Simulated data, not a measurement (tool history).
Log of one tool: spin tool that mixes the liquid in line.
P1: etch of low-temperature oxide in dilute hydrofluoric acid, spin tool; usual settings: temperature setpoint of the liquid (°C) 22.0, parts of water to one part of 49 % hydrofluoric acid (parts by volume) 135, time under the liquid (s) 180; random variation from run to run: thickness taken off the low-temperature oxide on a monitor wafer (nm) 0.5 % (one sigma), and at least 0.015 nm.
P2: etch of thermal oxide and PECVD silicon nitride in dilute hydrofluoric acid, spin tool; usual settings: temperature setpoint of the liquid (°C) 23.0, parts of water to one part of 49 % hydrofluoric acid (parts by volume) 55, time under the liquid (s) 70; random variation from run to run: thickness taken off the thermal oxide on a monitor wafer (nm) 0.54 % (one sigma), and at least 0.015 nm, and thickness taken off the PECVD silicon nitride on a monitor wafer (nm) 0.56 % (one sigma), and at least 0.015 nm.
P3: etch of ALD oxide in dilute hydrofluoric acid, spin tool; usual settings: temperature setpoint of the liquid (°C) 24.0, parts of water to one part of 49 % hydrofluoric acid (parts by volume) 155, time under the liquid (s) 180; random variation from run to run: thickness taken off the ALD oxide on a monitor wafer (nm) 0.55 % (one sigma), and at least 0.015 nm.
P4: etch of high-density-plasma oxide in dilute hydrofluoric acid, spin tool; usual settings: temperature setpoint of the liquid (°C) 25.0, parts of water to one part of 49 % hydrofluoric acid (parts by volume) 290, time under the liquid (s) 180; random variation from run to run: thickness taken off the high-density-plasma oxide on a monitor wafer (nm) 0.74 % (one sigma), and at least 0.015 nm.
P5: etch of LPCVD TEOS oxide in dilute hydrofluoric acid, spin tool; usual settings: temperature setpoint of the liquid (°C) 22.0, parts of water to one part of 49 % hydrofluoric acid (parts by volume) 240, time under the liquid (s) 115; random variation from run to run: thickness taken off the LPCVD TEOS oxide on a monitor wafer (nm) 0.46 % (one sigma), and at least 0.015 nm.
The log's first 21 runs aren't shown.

run	hour	process that ran	temperature setpoint of the liquid (°C)	parts of water to one part of 49 % hydrofluoric acid (parts by volume)	time under the liquid (s)	hours since the thermometer was replaced	hours since the hydrofluoric acid flow meter was replaced	thickness taken off the low-temperature oxide on a monitor wafer (nm)	thickness taken off the ALD oxide on a monitor wafer (nm)	thickness taken off the LPCVD TEOS oxide on a monitor wafer (nm)	thickness taken off the thermal oxide on a monitor wafer (nm)	thickness taken off the PECVD silicon nitride on a monitor wafer (nm)	thickness taken off the high-density-plasma oxide on a monitor wafer (nm)
22	154.1	P1	17.5	135	180	1723.7	130.2	18.0920					
23	160.6	P4	25.0	180	180	1730.2	136.7						6.5240
24	165.4	P2	23.0	55	120	1735.0	141.5				10.4830	10.1850	
25	169.3	P1	22.0	215	180	1738.9	145.4	12.4840					
26	178.0	P1	22.0	135	355	1747.6	154.1	42.8090					
27	186.8	P3	24.0	155	180	1756.4	162.9		10.23800				
28	194.9	P1	29.5	135	180	1764.5	171.0	28.8040					
29	200.4	P1	17.0	190	180	1770.0	176.5	11.9370					
30	209.5	P1	22.0	135	180	1779.1	185.6	21.4740					
31	214.2	P1	22.0	135	180	1783.8	190.3	21.1420					
32	221.8	P1	22.0	135	180	1791.4	197.9	20.5580					
33	226.7	P1	22.0	135	180	1796.3	202.8	20.2610					
34	232.2	P1	22.0	135	180	1801.8	208.3	20.1640					
35	239.3	P1	22.0	135	180	1808.9	215.4	20.0340					
36	244.3	P1	22.0	135	180	1813.9	220.4	19.9040					

Run 37 comes next. What will it give?
37	253.2	P1	22.0	135	180	1822.8	229.3	?					

thickness taken off the low-temperature oxide on a monitor wafer (nm): 20.0590
